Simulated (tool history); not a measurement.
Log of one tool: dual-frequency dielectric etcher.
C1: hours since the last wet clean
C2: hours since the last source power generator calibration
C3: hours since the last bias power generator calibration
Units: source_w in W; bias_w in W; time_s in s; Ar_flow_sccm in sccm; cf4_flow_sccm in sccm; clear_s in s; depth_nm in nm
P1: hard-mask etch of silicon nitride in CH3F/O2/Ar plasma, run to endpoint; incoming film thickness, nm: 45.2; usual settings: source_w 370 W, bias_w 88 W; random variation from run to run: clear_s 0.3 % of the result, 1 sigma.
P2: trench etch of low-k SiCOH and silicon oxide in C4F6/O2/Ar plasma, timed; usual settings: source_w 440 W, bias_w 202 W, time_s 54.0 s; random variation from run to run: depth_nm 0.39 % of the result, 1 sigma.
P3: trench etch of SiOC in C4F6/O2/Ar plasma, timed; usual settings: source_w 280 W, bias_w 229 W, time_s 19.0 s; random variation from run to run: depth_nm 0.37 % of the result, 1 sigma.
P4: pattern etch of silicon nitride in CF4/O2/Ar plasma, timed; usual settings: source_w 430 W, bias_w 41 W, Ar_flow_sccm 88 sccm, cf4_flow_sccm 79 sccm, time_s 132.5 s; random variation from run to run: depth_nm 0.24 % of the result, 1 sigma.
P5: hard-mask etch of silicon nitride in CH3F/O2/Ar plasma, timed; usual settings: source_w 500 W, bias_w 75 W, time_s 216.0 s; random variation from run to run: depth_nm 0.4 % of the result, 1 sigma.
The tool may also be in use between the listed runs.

run 1 hour=9.7 | process=P1 source_w=370 bias_w=88 | C1=181.1 C2=3761.6 C3=2091.9 | clear_s=62.125
run 2 hour=22.7 | process=P3 source_w=390 bias_w=229 time_s=19.0 | C1=194.1 C2=3774.6 C3=2104.9 | depth_nm=41.497
run 3 hour=28.6 | process=P4 source_w=430 bias_w=41 time_s=132.5 Ar_flow_sccm=59 cf4_flow_sccm=79 | C1=200.0 C2=3780.5 C3=2110.8 | depth_nm=215.490
run 4 hour=37.8 | process=P3 source_w=280 bias_w=229 time_s=14.5 | C1=209.2 C2=3789.7 C3=2120.0 | depth_nm=27.841
run 5 hour=50.9 | process=P5 source_w=500 bias_w=75 time_s=216.0 | C1=222.3 C2=3802.8 C3=2133.1 | depth_nm=170.070
-- hour=52.6 wet clean of the chamber
run 6 hour=57.5 | process=P5 source_w=370 bias_w=75 time_s=216.0 | C1=5.0 C2=3809.4 C3=2139.7 | depth_nm=151.020
run 7 hour=65.9 | process=P2 source_w=440 bias_w=202 time_s=54.0 | C1=13.4 C2=3817.8 C3=2148.1 | depth_nm=188.800
-- hour=67.2 bias power generator calibrated
run 8 hour=78.4 | process=P1 source_w=440 bias_w=120 | C1=25.9 C2=3830.3 C3=11.3 | clear_s=51.874
run 9 hour=88.0 | process=P5 source_w=500 bias_w=75 time_s=216.0 | C1=35.5 C2=3839.9 C3=20.9 | depth_nm=170.690
run 10 hour=96.4 | process=P1 source_w=270 bias_w=88 | C1=43.9 C2=3848.3 C3=29.3 | clear_s=70.075
run 11 hour=102.8 | process=P2 source_w=270 bias_w=202 time_s=54.0 | C1=50.3 C2=3854.7 C3=35.7 | depth_nm=155.460
run 12 hour=113.0 | process=P1 source_w=370 bias_w=107 | C1=60.5 C2=3864.9 C3=45.9 | clear_s=57.990
run 13 hour=125.4 | process=P4 source_w=430 bias_w=41 time_s=132.5 Ar_flow_sccm=88 cf4_flow_sccm=79 | C1=72.9 C2=3877.3 C3=58.3 | depth_nm=205.230
run 14 hour=131.6 | process=P1 source_w=370 bias_w=88 | C1=79.1 C2=3883.5 C3=64.5 | clear_s=62.441
run 15 hour=140.6 | process=P2 source_w=440 bias_w=202 time_s=54.0 | C1=88.1 C2=3892.5 C3=73.5 | depth_nm=188.790
run 16 hour=147.1 | process=P4 source_w=430 bias_w=41 time_s=132.5 Ar_flow_sccm=88 cf4_flow_sccm=59 | C1=94.6 C2=3899.0 C3=80.0 | depth_nm=196.150
run 17 hour=155.8 | process=P4 source_w=430 bias_w=54 time_s=132.5 Ar_flow_sccm=88 cf4_flow_sccm=79 | C1=103.3 C2=3907.7 C3=88.7 | depth_nm=227.310
run 18 hour=163.2 | process=P2 source_w=440 bias_w=120 time_s=54.0 | C1=110.7 C2=3915.1 C3=96.1 | depth_nm=161.260
run 19 hour=169.9 | process=P1 source_w=240 bias_w=70 | C1=117.4 C2=3921.8 C3=102.8 | clear_s=79.218
run 20 hour=175.8 | process=P4 source_w=430 bias_w=41 time_s=132.5 Ar_flow_sccm=88 cf4_flow_sccm=79 | C1=123.3 C2=3927.7 C3=108.7 | depth_nm=205.310
run 21 hour=186.4 | process=P2 source_w=440 bias_w=202 time_s=30.5 | C1=133.9 C2=3938.3 C3=119.3 | depth_nm=107.070
run 22 hour=195.3 | process=P1 source_w=440 bias_w=119 | C1=142.8 C2=3947.2 C3=128.2 | clear_s=52.006
run 23 hour=206.0 | process=P4 source_w=290 bias_w=41 time_s=132.5 Ar_flow_sccm=88 cf4_flow_sccm=79 | C1=153.5 C2=3957.9 C3=138.9 | depth_nm=145.480
run 24 hour=216.4 | process=P1 source_w=370 bias_w=88 | C1=163.9 C2=3968.3 C3=149.3 | clear_s=61.738
run 25 hour=222.5 | process=P1 source_w=370 bias_w=88 | C1=170.0 C2=3974.4 C3=155.4 | clear_s=62.252
run 26 hour=229.0 | process=P3 source_w=280 bias_w=324 time_s=19.0 | C1=176.5 C2=3980.9 C3=161.9 | depth_nm=41.437
run 27 hour=236.9 | process=P4 source_w=430 bias_w=41 time_s=82.5 Ar_flow_sccm=88 cf4_flow_sccm=79 | C1=184.4 C2=3988.8 C3=169.8 | depth_nm=127.830
run 28 hour=247.2 | process=P5 source_w=500 bias_w=75 time_s=119.0 | C1=194.7 C2=3999.1 C3=180.1 | depth_nm=94.274
run 29 hour=255.2 | process=P1 source_w=370 bias_w=54 | C1=202.7 C2=4007.1 C3=188.1 | clear_s=73.427
run 30 hour=262.9 | process=P5 source_w=500 bias_w=96 time_s=216.0 | C1=210.4 C2=4014.8 C3=195.8 | depth_nm=184.410
run 31 hour=275.8 | process=P1 source_w=500 bias_w=88 | C1=223.3 C2=4027.7 C3=208.7 | clear_s=55.826
run 32 hour=285.9 | process=P3 source_w=280 bias_w=229 time_s=19.0 | C1=233.4 C2=4037.8 C3=218.8 | depth_nm=36.771
run 33 hour=294.7 | process=P1 source_w=370 bias_w=88 | C1=242.2 C2=4046.6 C3=227.6 | clear_s=62.229
run 34 hour=302.9 | process=P1 source_w=370 bias_w=88 | C1=250.4 C2=4054.8 C3=235.8 | clear_s=62.522
run 35 hour=310.6 | process=P1 source_w=370 bias_w=88 | C1=258.1 C2=4062.5 C3=243.5 | clear_s=62.763
run 36 hour=320.8 | process=P1 source_w=370 bias_w=88 | C1=268.3 C2=4072.7 C3=253.7 | clear_s=62.882
-- hour=321.7 wet clean of the chamber
run 37 hour=328.8 | process=P1 source_w=370 bias_w=88 | C1=7.2 C2=4080.7 C3=261.7 | clear_s=62.980

Run 38 comes next. What will it give?
run 38 hour=341.6 | process=P1 source_w=370 bias_w=88 | C1=20.0 C2=4093.5 C3=274.5 | clear_s=?

Run 38 gave clear_s 63.200 s.
